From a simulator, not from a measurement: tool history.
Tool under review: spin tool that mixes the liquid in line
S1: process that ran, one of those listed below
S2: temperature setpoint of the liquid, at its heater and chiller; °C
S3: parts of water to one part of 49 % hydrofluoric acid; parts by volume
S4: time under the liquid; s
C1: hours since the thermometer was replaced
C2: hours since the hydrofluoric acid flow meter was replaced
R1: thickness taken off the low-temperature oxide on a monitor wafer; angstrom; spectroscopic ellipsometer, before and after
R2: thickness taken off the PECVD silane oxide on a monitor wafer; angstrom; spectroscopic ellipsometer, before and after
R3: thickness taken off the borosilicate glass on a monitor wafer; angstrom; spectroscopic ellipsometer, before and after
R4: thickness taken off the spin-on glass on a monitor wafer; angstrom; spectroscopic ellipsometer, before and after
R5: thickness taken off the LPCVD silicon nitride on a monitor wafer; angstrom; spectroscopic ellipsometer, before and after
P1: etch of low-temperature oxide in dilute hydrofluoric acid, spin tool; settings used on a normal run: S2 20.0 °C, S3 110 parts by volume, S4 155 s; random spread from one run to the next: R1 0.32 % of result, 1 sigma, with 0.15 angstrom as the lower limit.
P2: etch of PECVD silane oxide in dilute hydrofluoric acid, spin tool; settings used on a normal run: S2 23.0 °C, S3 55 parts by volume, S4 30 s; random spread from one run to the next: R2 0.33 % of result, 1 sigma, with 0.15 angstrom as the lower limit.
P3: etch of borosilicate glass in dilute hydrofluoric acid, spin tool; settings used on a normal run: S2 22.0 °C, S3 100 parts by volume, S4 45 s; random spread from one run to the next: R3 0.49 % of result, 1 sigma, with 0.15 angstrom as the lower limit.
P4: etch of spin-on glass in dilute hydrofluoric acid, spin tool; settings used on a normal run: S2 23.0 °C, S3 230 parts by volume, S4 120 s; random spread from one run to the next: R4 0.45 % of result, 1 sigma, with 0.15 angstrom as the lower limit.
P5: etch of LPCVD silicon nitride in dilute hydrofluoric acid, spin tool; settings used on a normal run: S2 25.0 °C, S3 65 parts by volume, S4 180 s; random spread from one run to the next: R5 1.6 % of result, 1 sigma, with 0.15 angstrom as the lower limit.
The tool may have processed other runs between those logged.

Run 1, hour 11.8: S1 P1, S2 20.0 °C, S3 110 parts by volume, S4 155 s; C1 1864.5; C2 469.9. Result: R1 347.670 angstrom.
Run 2, hour 28.9: S1 P2, S2 23.0 °C, S3 55 parts by volume, S4 65 s; C1 1881.6; C2 487.0. Result: R2 230.02 angstrom.
Run 3, hour 45.9: S1 P2, S2 23.0 °C, S3 55 parts by volume, S4 30 s; C1 1898.6; C2 504.0. Result: R2 106.55 angstrom.
At hour 47.4: hydrofluoric acid flow meter replaced.
Run 4, hour 61.6: S1 P3, S2 22.0 °C, S3 100 parts by volume, S4 65 s; C1 1914.3; C2 14.3. Result: R3 269.54 angstrom.
Run 5, hour 72.2: S1 P4, S2 28.0 °C, S3 230 parts by volume, S4 120 s; C1 1924.9; C2 24.9. Result: R4 229.180 angstrom.
Run 6, hour 89.9: S1 P4, S2 23.0 °C, S3 230 parts by volume, S4 20 s; C1 1942.6; C2 42.6. Result: R4 31.793 angstrom.
Run 7, hour 99.2: S1 P5, S2 25.0 °C, S3 65 parts by volume, S4 320 s; C1 1951.9; C2 51.9. Result: R5 25.1600 angstrom.
Run 8, hour 112.1: S1 P1, S2 20.0 °C, S3 110 parts by volume, S4 155 s; C1 1964.8; C2 64.8. Result: R1 346.400 angstrom.
Run 9, hour 128.6: S1 P5, S2 25.0 °C, S3 65 parts by volume, S4 180 s; C1 1981.3; C2 81.3. Result: R5 13.7470 angstrom.
Run 10, hour 137.1: S1 P5, S2 17.5 °C, S3 65 parts by volume, S4 180 s; C1 1989.8; C2 89.8. Result: R5 8.3072 angstrom.
Run 11, hour 152.9: S1 P1, S2 20.0 °C, S3 110 parts by volume, S4 40 s; C1 2005.6; C2 105.6. Result: R1 89.807 angstrom.
Run 12, hour 170.5: S1 P1, S2 17.0 °C, S3 185 parts by volume, S4 155 s; C1 2023.2; C2 123.2. Result: R1 170.300 angstrom.
Run 13, hour 180.1: S1 P3, S2 22.0 °C, S3 155 parts by volume, S4 45 s; C1 2032.8; C2 132.8. Result: R3 114.66 angstrom.
Run 14, hour 198.4: S1 P3, S2 22.0 °C, S3 100 parts by volume, S4 45 s; C1 2051.1; C2 151.1. Result: R3 188.41 angstrom.
Run 15, hour 209.2: S1 P5, S2 25.0 °C, S3 115 parts by volume, S4 180 s; C1 2061.9; C2 161.9. Result: R5 8.1982 angstrom.
Run 16, hour 220.9: S1 P3, S2 22.0 °C, S3 100 parts by volume, S4 45 s; C1 2073.6; C2 173.6. Result: R3 189.49 angstrom.
Run 17, hour 230.1: S1 P1, S2 25.5 °C, S3 110 parts by volume, S4 155 s; C1 2082.8; C2 182.8. Result: R1 433.640 angstrom.
Run 18, hour 248.7: S1 P1, S2 20.0 °C, S3 185 parts by volume, S4 155 s; C1 2101.4; C2 201.4. Result: R1 190.590 angstrom.
Run 19, hour 257.7: S1 P4, S2 23.0 °C, S3 230 parts by volume, S4 120 s; C1 2110.4; C2 210.4. Result: R4 192.370 angstrom.
Run 20, hour 268.8: S1 P1, S2 20.0 °C, S3 110 parts by volume, S4 155 s; C1 2121.5; C2 221.5. Result: R1 348.210 angstrom.
Run 21, hour 285.3: S1 P3, S2 30.0 °C, S3 100 parts by volume, S4 45 s; C1 2138.0; C2 238.0. Result: R3 258.49 angstrom.
Run 22, hour 295.8: S1 P1, S2 20.0 °C, S3 65 parts by volume, S4 20 s; C1 2148.5; C2 248.5. Result: R1 80.162 angstrom.
Run 23, hour 305.4: S1 P4, S2 23.0 °C, S3 60 parts by volume, S4 120 s; C1 2158.1; C2 258.1. Result: R4 898.270 angstrom.
Run 24, hour 320.4: S1 P2, S2 29.0 °C, S3 55 parts by volume, S4 30 s; C1 2173.1; C2 273.1. Result: R2 135.70 angstrom.
Run 25, hour 329.8: S1 P1, S2 20.0 °C, S3 110 parts by volume, S4 155 s; C1 2182.5; C2 282.5. Result: R1 349.000 angstrom.
Run 26, hour 347.6: S1 P1, S2 24.5 °C, S3 170 parts by volume, S4 155 s; C1 2200.3; C2 300.3. Result: R1 253.760 angstrom.
Run 27, hour 361.5: S1 P1, S2 20.0 °C, S3 110 parts by volume, S4 155 s; C1 2214.2; C2 314.2. Result: R1 350.780 angstrom.
Run 28, hour 374.5: S1 P1, S2 17.0 °C, S3 110 parts by volume, S4 155 s; C1 2227.2; C2 327.2. Result: R1 308.620 angstrom.
Run 29, hour 385.0: S1 P1, S2 20.0 °C, S3 65 parts by volume, S4 155 s; C1 2237.7; C2 337.7. Result: R1 623.450 angstrom.
Run 30, hour 393.6: S1 P1, S2 20.0 °C, S3 110 parts by volume, S4 155 s; C1 2246.3; C2 346.3. Result: R1 348.550 angstrom.

Run 31 has not been measured yet. What should we expect?
Run 31, hour 410.7: S1 P2, S2 23.0 °C, S3 20 parts by volume, S4 30 s; C1 2263.4; C2 363.4. Result: R2 ?.

Run 31 came out at R2 306.30 angstrom.
